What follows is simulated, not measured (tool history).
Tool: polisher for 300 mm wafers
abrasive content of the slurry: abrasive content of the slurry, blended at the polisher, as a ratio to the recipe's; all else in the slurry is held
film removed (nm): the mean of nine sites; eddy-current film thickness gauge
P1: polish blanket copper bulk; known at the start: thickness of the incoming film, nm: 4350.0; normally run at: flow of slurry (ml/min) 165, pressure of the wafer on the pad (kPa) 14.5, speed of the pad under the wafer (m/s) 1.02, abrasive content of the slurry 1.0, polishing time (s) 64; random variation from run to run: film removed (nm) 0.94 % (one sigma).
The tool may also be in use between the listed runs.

run	day	flow of slurry (ml/min)	pressure of the wafer on the pad (kPa)	speed of the pad under the wafer (m/s)	abrasive content of the slurry	polishing time (s)	film removed (nm)
1	0.254	165	14.5	1.02	1.0	64	372.64
2	0.404	165	14.5	1.02	1.0	64	368.53
3	0.600	105	14.5	1.02	1.0	64	341.01
4	0.750	165	14.5	1.02	1.0	64	371.53
5	0.888	165	14.5	1.02	0.5	64	318.83
6	1.112	110	14.5	1.42	1.0	64	477.15
7	1.333	165	14.5	0.46	1.0	64	166.85
8	1.471	165	14.5	1.02	1.0	64	369.57
9	1.638	165	14.5	1.02	1.0	64	370.69
10	1.929	165	14.5	1.02	0.7	92	492.45
11	2.083	260	14.5	1.02	1.0	64	388.50
12	2.267	165	6.2	1.02	1.0	64	160.09
13	2.454	165	20.0	1.02	1.0	64	511.78
14	2.621	165	14.5	1.02	1.4	64	396.11
15	2.796	165	14.5	1.02	1.0	37	216.16
# day 2.967: slurry blender recalibrated
16	2.988	165	14.5	1.02	1.0	64	367.54
17	3.246	165	14.5	1.60	1.0	64	576.82
18	3.417	165	14.5	1.02	1.0	97	570.53
19	3.717	165	14.5	1.02	1.0	64	371.90
20	3.925	165	14.5	1.02	1.0	64	353.82
21	4.125	165	14.5	1.02	1.0	64	354.42
22	4.271	165	14.5	1.02	1.0	64	346.93
# day 4.508: head pressure recalibrated
23	4.508	165	14.5	1.02	1.0	64	342.77
24	4.696	165	14.5	1.02	1.0	64	343.38
25	4.879	165	14.5	1.02	1.0	64	342.54

Run 26 comes next. What will it give?
# day 4.892: slurry blender recalibrated
26	5.058	165	14.5	1.02	1.0	64	?

film removed (nm): 342.24

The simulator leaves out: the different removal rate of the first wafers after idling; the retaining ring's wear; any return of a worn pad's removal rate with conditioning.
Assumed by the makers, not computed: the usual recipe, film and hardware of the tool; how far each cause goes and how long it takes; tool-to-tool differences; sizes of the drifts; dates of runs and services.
